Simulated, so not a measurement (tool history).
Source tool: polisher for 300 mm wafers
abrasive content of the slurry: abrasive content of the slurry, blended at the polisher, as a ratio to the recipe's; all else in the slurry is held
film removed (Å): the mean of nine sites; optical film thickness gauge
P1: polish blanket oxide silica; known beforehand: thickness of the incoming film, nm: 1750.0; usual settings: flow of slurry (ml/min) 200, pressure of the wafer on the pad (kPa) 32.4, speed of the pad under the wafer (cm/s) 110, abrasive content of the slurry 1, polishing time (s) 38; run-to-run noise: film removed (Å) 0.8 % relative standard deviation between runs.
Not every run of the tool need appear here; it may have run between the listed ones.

run   hour  flow of slurry (ml/min)  pressure of the wafer on the pad (kPa)  speed of the pad under the wafer (cm/s)  abrasive content of the slurry  polishing time (s)  wafers polished on this pad  hours since the slurry nozzle was cleaned  hours since the head pressure was calibrated  hours since the slurry blender was calibrated  hours since the conditioning disc was replaced  film removed (Å)
  1    4.8                      200                                    32.4                                      110                               1                  38                          426                                      116.8                                         308.5                                           98.8                                           269.9            1600.9
  2   14.2                      200                                    32.4                                      110                               1                  38                          571                                      126.2                                         317.9                                          108.2                                           279.3            1614.4
  3   19.1                      200                                    32.4                                      110                            0.55                  38                          647                                      131.1                                         322.8                                          113.1                                           284.2            1165.2
  4   24.6                      200                                    32.4                                      110                               1                  38                          732                                      136.6                                         328.3                                          118.6                                           289.7            1606.3
  5   32.2                      200                                    32.4                                      110                               1                  59                          850                                      144.2                                         335.9                                          126.2                                           297.3            2504.9
  6   38.5                      200                                    32.4                                      110                               1                  38                          948                                      150.5                                         342.2                                          132.5                                           303.6            1588.7
  7   48.2                      200                                    42.1                                      110                               1                  38                         1098                                      160.2                                         351.9                                          142.2                                           313.3            2066.9
  8   56.5                      200                                    23.4                                      110                             0.6                  38                         1226                                      168.5                                         360.2                                          150.5                                           321.6            885.71
      65.5  -- conditioning disc replaced and pad reconditioned
  9   65.5                      200                                    32.4                                      110                            1.45                  38                         1366                                      177.5                                         369.2                                          159.5                                               0            1828.1
 10   74.4                      200                                    32.4                                      172                               1                  38                         1503                                      186.4                                         378.1                                          168.4                                             8.9            2301.9
 11   85.2                      200                                    32.4                                      110                               1                  38                         1671                                      197.2                                         388.9                                          179.2                                            19.7            1585.9
 12   95.9                      255                                    32.4                                      110                               1                  38                         1836                                      207.9                                         399.6                                          189.9                                            30.4            1630.9
 13  102.7                      120                                    32.4                                      110                               1                  38                         1942                                      214.7                                         406.4                                          196.7                                            37.2            1443.8
 14  111.2                      200                                    32.4                                       72                               1                  38                         2073                                      223.2                                         414.9                                          205.2                                            45.7            1120.9
 15  118.2                      200                                    15.2                                      110                               1                  38                         2182                                      230.2                                         421.9                                          212.2                                            52.7            746.87
 16  124.7                      265                                    42.7                                      110                               1                  38                         2282                                      236.7                                         428.4                                          218.7                                            59.2            2172.2
 17    134                      200                                    32.4                                      110                               1                  23                         2426                                        246                                         437.7                                            228                                            68.5            952.14
 18  138.9                      200                                    32.4                                      110                               1                  38                         2502                                      250.9                                         442.6                                          232.9                                            73.4            1605.4
 19  145.6                      200                                    32.4                                      110                               1                  38                         2606                                      257.6                                         449.3                                          239.6                                            80.1            1566.1
 20  155.4                      200                                    32.4                                      110                               1                  38                         2758                                      267.4                                         459.1                                          249.4                                            89.9            1495.3
 21  164.2                      200                                    32.4                                      110                               1                  38                         2894                                      276.2                                         467.9                                          258.2                                            98.7            1474.4
     167.6  -- conditioning disc replaced and pad reconditioned
 22  172.9                      200                                    32.4                                      110                               1                  38                         3028                                      284.9                                         476.6                                          266.9                                             5.3            1497.7
     177.5  -- slurry nozzle cleaned
 23  181.3                      200                                    32.4                                      110                               1                  38                         3159                                        3.9                                           485                                          275.3                                            13.7              1457
 24  190.2                      200                                    32.4                                      110                               1                  38                         3296                                       12.8                                         493.9                                          284.2                                            22.6            1447.6

Run 25 is up next; what results do you expect?
     192.4  -- worn pad replaced by a new one
 25  196.6                      200                                    32.4                                      110                               1                  38                           65                                       19.2                                         500.3                                          290.6                                              29                 ?

film removed (Å): 1456.1
